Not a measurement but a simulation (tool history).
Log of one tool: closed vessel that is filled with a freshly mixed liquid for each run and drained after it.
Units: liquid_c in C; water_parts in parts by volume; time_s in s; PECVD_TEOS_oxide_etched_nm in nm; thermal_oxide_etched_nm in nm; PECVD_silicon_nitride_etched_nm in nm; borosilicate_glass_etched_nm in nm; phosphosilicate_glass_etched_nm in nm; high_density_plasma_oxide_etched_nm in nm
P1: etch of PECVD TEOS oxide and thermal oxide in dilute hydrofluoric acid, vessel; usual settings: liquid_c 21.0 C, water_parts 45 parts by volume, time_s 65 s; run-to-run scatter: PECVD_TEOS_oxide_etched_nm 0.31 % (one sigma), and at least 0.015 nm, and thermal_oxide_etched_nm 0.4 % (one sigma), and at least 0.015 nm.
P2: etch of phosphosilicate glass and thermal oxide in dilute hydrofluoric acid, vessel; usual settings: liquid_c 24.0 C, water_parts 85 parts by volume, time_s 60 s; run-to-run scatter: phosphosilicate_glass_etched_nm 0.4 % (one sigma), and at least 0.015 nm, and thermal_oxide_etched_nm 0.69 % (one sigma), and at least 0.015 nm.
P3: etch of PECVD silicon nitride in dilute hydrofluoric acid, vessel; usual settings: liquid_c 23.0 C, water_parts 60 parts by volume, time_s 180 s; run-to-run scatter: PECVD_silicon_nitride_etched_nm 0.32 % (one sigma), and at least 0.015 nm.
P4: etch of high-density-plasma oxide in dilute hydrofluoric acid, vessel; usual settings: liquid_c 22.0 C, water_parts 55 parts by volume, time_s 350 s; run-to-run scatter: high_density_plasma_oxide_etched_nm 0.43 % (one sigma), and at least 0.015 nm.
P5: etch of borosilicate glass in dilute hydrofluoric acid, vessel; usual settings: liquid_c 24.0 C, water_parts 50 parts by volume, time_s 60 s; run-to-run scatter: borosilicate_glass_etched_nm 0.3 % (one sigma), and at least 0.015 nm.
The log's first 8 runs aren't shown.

run	hour	process	liquid_c	water_parts	time_s	hours since the thermometer was replaced	hours since the hydrofluoric acid flow meter was replaced	PECVD_TEOS_oxide_etched_nm	thermal_oxide_etched_nm	PECVD_silicon_nitride_etched_nm	borosilicate_glass_etched_nm	phosphosilicate_glass_etched_nm	high_density_plasma_oxide_etched_nm
9	82.7	P4	22.0	55	350	731.8	502.1						34.784
10	93.6	P1	21.0	45	65	742.7	513.0	26.087	6.6663				
11	104.1	P5	24.0	50	60	753.2	523.5				46.587		
12	112.1	P3	23.0	60	180	761.2	531.5			7.9288			
13	121.2	P1	21.0	45	65	770.3	540.6	26.228	6.5888				
14	128.9	P1	17.0	45	65	778.0	548.3	22.060	5.5595				
# hour 131.0: hydrofluoric acid flow meter replaced
15	134.8	P4	22.0	100	350	783.9	3.9						18.083
16	143.6	P2	24.0	55	60	792.7	12.7		5.5830			145.550	
17	153.5	P2	24.0	85	60	802.6	22.6		3.5312			90.533	
18	164.9	P2	24.0	85	60	814.0	34.0		3.5346			89.957	
19	171.9	P1	21.0	20	35	821.0	41.0	32.462	8.2562				
20	179.6	P1	21.0	45	65	828.7	48.7	26.232	6.6297				
21	190.8	P2	24.0	85	90	839.9	59.9		5.2524			135.690	
22	203.0	P3	23.0	60	180	852.1	72.1			7.9565			

Forecast run 23:
23	212.9	P5	24.0	50	60	862.0	82.0				?		

{"run 23": {"borosilicate_glass_etched_nm": 46.574}}
